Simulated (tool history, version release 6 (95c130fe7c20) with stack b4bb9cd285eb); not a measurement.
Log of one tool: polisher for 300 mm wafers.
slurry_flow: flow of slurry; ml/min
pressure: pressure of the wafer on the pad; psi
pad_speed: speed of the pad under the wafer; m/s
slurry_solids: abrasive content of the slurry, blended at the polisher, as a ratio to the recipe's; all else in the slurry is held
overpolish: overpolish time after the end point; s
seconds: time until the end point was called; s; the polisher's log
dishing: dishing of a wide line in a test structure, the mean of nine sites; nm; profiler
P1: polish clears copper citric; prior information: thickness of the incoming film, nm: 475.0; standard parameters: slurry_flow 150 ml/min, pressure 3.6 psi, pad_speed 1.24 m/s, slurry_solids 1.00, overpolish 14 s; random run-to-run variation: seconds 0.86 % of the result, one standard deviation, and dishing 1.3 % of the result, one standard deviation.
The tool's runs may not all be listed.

run	hour	slurry_flow	pressure	pad_speed	slurry_solids	overpolish	wafers polished on this pad	hours since the slurry nozzle was cleaned	hours since the head pressure was calibrated	hours since the slurry blender was calibrated	seconds	dishing
1	8.5	150	3.6	1.24	1.00	14	992	224.2	432.8	116.5	160.78	19.516
2	15.2	220	3.6	1.58	1.00	14	1048	230.9	439.5	123.2	120.97	22.132
3	22.2	150	3.6	1.24	0.60	14	1107	237.9	446.5	130.2	177.81	17.778
4	28.3	90	3.6	1.24	1.00	14	1159	244.0	452.6	136.3	180.19	18.051
5	40.3	150	3.6	1.24	1.00	4	1260	256.0	464.6	148.3	161.01	7.897
6	45.8	150	2.1	1.24	0.75	14	1307	261.5	470.1	153.8	290.70	12.997
7	52.3	150	3.6	1.24	1.45	14	1361	268.0	476.6	160.3	149.03	20.228
8	63.2	150	3.6	1.24	1.00	14	1453	278.9	487.5	171.2	160.71	19.596
9	73.2	150	4.7	1.24	1.00	14	1538	288.9	497.5	181.2	125.52	21.953
# hour 77.3: slurry nozzle cleaned
10	82.9	150	3.6	1.24	1.00	14	1620	5.7	507.2	190.9	160.52	18.969
11	95.3	150	3.6	0.72	1.00	14	1725	18.1	519.6	203.3	274.81	13.722
12	107.7	230	3.6	1.24	1.00	14	1829	30.5	532.0	215.7	152.41	19.682
13	116.3	150	3.6	1.68	1.00	14	1902	39.1	540.6	224.3	120.20	22.453
14	124.0	150	2.4	1.24	1.00	14	1967	46.8	548.3	232.0	240.81	14.978
15	136.4	150	3.6	1.24	1.00	14	2072	59.2	560.7	244.4	161.88	19.532
16	145.8	150	3.6	1.24	1.00	25	2151	68.6	570.1	253.8	160.49	24.833
17	151.2	150	3.6	1.24	1.00	14	2196	74.0	575.5	259.2	160.15	19.293
18	158.2	150	3.6	1.24	1.00	14	2256	81.0	582.5	266.2	167.10	18.802
19	170.6	150	3.6	1.24	1.00	14	2360	93.4	594.9	278.6	173.25	18.342

Run 20, settings as shown, results not yet in. Your forecast:
20	182.0	150	3.6	1.24	1.00	14	2456	104.8	606.3	290.0	?	?

seconds: 174.17 s
dishing: 18.650 nm
